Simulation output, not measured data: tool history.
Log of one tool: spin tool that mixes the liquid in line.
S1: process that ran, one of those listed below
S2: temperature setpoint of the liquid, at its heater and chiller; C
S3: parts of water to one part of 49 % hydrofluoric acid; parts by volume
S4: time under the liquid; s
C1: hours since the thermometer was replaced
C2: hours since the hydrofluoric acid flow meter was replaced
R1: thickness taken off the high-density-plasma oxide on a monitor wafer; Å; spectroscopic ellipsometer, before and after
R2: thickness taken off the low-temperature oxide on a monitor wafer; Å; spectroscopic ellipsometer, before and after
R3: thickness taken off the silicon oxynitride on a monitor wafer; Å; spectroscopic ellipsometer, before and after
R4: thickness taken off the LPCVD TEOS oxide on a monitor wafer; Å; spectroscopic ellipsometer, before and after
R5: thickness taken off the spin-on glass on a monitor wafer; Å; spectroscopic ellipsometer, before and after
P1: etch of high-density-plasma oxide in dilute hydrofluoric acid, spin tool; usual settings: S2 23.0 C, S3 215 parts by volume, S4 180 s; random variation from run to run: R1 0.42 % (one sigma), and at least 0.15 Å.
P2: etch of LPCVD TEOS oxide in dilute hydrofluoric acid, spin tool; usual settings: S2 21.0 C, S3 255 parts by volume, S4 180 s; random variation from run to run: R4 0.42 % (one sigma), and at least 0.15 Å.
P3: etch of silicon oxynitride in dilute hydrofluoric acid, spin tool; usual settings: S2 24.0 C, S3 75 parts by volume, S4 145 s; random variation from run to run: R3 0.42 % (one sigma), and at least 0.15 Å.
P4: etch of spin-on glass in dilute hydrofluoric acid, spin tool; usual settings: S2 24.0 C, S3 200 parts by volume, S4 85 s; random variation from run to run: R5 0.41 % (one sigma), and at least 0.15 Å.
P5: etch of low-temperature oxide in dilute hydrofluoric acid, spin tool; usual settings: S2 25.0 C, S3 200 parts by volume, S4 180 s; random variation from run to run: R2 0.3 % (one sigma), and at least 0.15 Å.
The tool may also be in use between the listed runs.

Run 1, hour 3.7: S1 P1, S2 23.0 C, S3 215 parts by volume, S4 180 s; C1 495.7; C2 206.4. Result: R1 54.851 Å.
Run 2, hour 8.5: S1 P5, S2 25.0 C, S3 200 parts by volume, S4 180 s; C1 500.5; C2 211.2. Result: R2 103.140 Å.
Run 3, hour 12.1: S1 P1, S2 23.0 C, S3 215 parts by volume, S4 180 s; C1 504.1; C2 214.8. Result: R1 54.595 Å.
Run 4, hour 16.3: S1 P3, S2 24.0 C, S3 130 parts by volume, S4 145 s; C1 508.3; C2 219.0. Result: R3 52.067 Å.
Run 5, hour 19.0: S1 P3, S2 24.0 C, S3 75 parts by volume, S4 145 s; C1 511.0; C2 221.7. Result: R3 94.423 Å.
Run 6, hour 22.7: S1 P2, S2 21.0 C, S3 395 parts by volume, S4 180 s; C1 514.7; C2 225.4. Result: R4 141.92 Å.
Run 7, hour 26.5: S1 P2, S2 28.0 C, S3 255 parts by volume, S4 180 s; C1 518.5; C2 229.2. Result: R4 318.01 Å.
Run 8, hour 29.0: S1 P4, S2 24.0 C, S3 200 parts by volume, S4 85 s; C1 521.0; C2 231.7. Result: R5 130.04 Å.
Run 9, hour 31.4: S1 P5, S2 25.0 C, S3 200 parts by volume, S4 40 s; C1 523.4; C2 234.1. Result: R2 23.142 Å.
Run 10, hour 35.9: S1 P2, S2 21.0 C, S3 255 parts by volume, S4 180 s; C1 527.9; C2 238.6. Result: R4 246.08 Å.
Run 11, hour 39.6: S1 P3, S2 24.0 C, S3 75 parts by volume, S4 25 s; C1 531.6; C2 242.3. Result: R3 16.339 Å.
Run 12, hour 44.1: S1 P3, S2 24.0 C, S3 75 parts by volume, S4 145 s; C1 536.1; C2 246.8. Result: R3 94.016 Å.
Run 13, hour 47.7: S1 P5, S2 32.5 C, S3 200 parts by volume, S4 180 s; C1 539.7; C2 250.4. Result: R2 134.500 Å.
Run 14, hour 52.2: S1 P1, S2 23.0 C, S3 215 parts by volume, S4 180 s; C1 544.2; C2 254.9. Result: R1 54.533 Å.
Run 15, hour 54.9: S1 P1, S2 29.0 C, S3 215 parts by volume, S4 180 s; C1 546.9; C2 257.6. Result: R1 68.067 Å.
Run 16, hour 57.2: S1 P4, S2 24.0 C, S3 200 parts by volume, S4 150 s; C1 549.2; C2 259.9. Result: R5 231.29 Å.
Run 17, hour 60.6: S1 P1, S2 23.0 C, S3 385 parts by volume, S4 180 s; C1 552.6; C2 263.3. Result: R1 25.542 Å.
Run 18, hour 64.5: S1 P5, S2 25.0 C, S3 200 parts by volume, S4 180 s; C1 556.5; C2 267.2. Result: R2 103.700 Å.
Run 19, hour 69.3: S1 P4, S2 18.0 C, S3 200 parts by volume, S4 85 s; C1 561.3; C2 272.0. Result: R5 102.69 Å.
Run 20, hour 73.4: S1 P2, S2 21.0 C, S3 255 parts by volume, S4 180 s; C1 565.4; C2 276.1. Result: R4 247.61 Å.
Run 21, hour 76.7: S1 P4, S2 24.0 C, S3 200 parts by volume, S4 85 s; C1 568.7; C2 279.4. Result: R5 130.32 Å.
Run 22, hour 79.3: S1 P4, S2 24.0 C, S3 85 parts by volume, S4 85 s; C1 571.3; C2 282.0. Result: R5 345.47 Å.
Run 23, hour 84.4: S1 P5, S2 25.0 C, S3 315 parts by volume, S4 180 s; C1 576.4; C2 287.1. Result: R2 58.547 Å.
Run 24, hour 87.9: S1 P1, S2 23.0 C, S3 215 parts by volume, S4 180 s; C1 579.9; C2 290.6. Result: R1 54.386 Å.
Run 25, hour 90.2: S1 P1, S2 23.0 C, S3 215 parts by volume, S4 325 s; C1 582.2; C2 292.9. Result: R1 97.934 Å.
Run 26, hour 92.9: S1 P1, S2 29.5 C, S3 215 parts by volume, S4 315 s; C1 584.9; C2 295.6. Result: R1 120.640 Å.
Run 27, hour 95.5: S1 P1, S2 23.0 C, S3 215 parts by volume, S4 180 s; C1 587.5; C2 298.2. Result: R1 54.619 Å.
Run 28, hour 99.5: S1 P1, S2 23.0 C, S3 90 parts by volume, S4 180 s; C1 591.5; C2 302.2. Result: R1 149.190 Å.
Run 29, hour 103.4: S1 P2, S2 21.0 C, S3 255 parts by volume, S4 285 s; C1 595.4; C2 306.1. Result: R4 390.73 Å.
Run 30, hour 107.4: S1 P1, S2 18.5 C, S3 215 parts by volume, S4 180 s; C1 599.4; C2 310.1. Result: R1 45.894 Å.
Run 31, hour 111.2: S1 P1, S2 23.0 C, S3 215 parts by volume, S4 75 s; C1 603.2; C2 313.9. Result: R1 22.832 Å.
Run 32, hour 115.4: S1 P1, S2 19.5 C, S3 325 parts by volume, S4 180 s; C1 607.4; C2 318.1. Result: R1 28.845 Å.
Run 33, hour 119.7: S1 P3, S2 17.0 C, S3 75 parts by volume, S4 145 s; C1 611.7; C2 322.4. Result: R3 66.738 Å.
Run 34, hour 122.1: S1 P1, S2 23.0 C, S3 215 parts by volume, S4 180 s; C1 614.1; C2 324.8. Result: R1 54.465 Å.
Run 35, hour 125.3: S1 P1, S2 23.0 C, S3 215 parts by volume, S4 180 s; C1 617.3; C2 328.0. Result: R1 52.311 Å.

Run 36 comes next. What will it give?
Run 36, hour 129.5: S1 P1, S2 23.0 C, S3 215 parts by volume, S4 180 s; C1 621.5; C2 332.2. Result: R1 ?.

Run 36 gave R1 50.805 Å.

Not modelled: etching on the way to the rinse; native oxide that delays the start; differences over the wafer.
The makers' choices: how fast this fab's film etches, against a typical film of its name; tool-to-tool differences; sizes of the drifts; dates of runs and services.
